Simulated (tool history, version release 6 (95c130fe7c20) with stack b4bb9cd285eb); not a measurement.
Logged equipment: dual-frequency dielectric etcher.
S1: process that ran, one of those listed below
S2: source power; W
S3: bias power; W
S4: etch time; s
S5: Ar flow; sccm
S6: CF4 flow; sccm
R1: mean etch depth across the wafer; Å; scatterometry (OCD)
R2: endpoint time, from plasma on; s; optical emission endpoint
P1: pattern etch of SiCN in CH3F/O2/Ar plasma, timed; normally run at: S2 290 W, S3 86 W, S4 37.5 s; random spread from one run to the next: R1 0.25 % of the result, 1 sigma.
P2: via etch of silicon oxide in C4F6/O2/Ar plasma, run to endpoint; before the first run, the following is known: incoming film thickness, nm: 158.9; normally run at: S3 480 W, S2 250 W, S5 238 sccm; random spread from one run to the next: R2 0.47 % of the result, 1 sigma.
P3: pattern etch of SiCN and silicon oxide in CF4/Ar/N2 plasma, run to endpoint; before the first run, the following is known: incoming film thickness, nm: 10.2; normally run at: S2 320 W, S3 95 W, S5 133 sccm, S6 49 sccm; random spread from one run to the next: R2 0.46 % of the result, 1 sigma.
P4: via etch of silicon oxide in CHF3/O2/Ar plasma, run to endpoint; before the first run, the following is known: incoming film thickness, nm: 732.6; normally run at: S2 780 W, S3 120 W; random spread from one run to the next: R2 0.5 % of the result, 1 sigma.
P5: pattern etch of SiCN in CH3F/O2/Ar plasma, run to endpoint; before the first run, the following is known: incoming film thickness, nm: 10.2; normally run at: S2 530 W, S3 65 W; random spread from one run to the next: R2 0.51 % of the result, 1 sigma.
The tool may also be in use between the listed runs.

run	hour	S1	S2	S3	S4	S5	S6	R1	R2
1	10.3	P1	290	86	37.5			136.95	
2	18.3	P1	290	86	37.5			137.03	
3	28.8	P4	780	70					446.780
4	34.0	P2	250	480		309			42.522
5	44.5	P3	320	95		133	49		15.826
6	52.9	P2	250	480		238			41.145
7	57.8	P3	320	59		133	49		18.964
8	62.9	P4	480	120					462.720
9	73.9	P5	530	53					27.337
10	80.6	P1	290	112	25.5			103.26	
11	87.7	P1	290	86	48.5			176.69	
12	97.1	P1	290	86	37.5			136.81	
13	104.5	P2	250	674		238			35.850
14	112.1	P3	320	95		133	37		16.488
15	120.0	P1	360	86	37.5			148.17	
16	125.2	P5	530	65					25.671
17	135.3	P1	290	58	37.5			118.24	
18	143.5	P3	320	95		188	49		16.701
19	148.6	P1	290	86	29.5			107.52	
20	158.3	P1	290	109	37.5			149.80	
21	166.7	P1	290	86	37.5			136.78	
22	177.6	P1	290	86	37.5			136.66	
23	185.3	P4	780	120					384.020
24	193.9	P5	410	65					28.106
25	202.2	P1	200	86	37.5			118.74	
26	208.3	P3	250	95		133	49		19.525
27	214.3	P5	530	65					25.379
28	222.6	P4	780	120					384.410
29	227.4	P2	160	480		238			48.378
30	234.3	P2	250	480		238			41.254
31	242.8	P1	290	86	37.5			136.36	

What does the tool deliver on the next run?
32	249.3	P1	290	86	37.5			?	

{"run 32": {"R1": 136.01}}
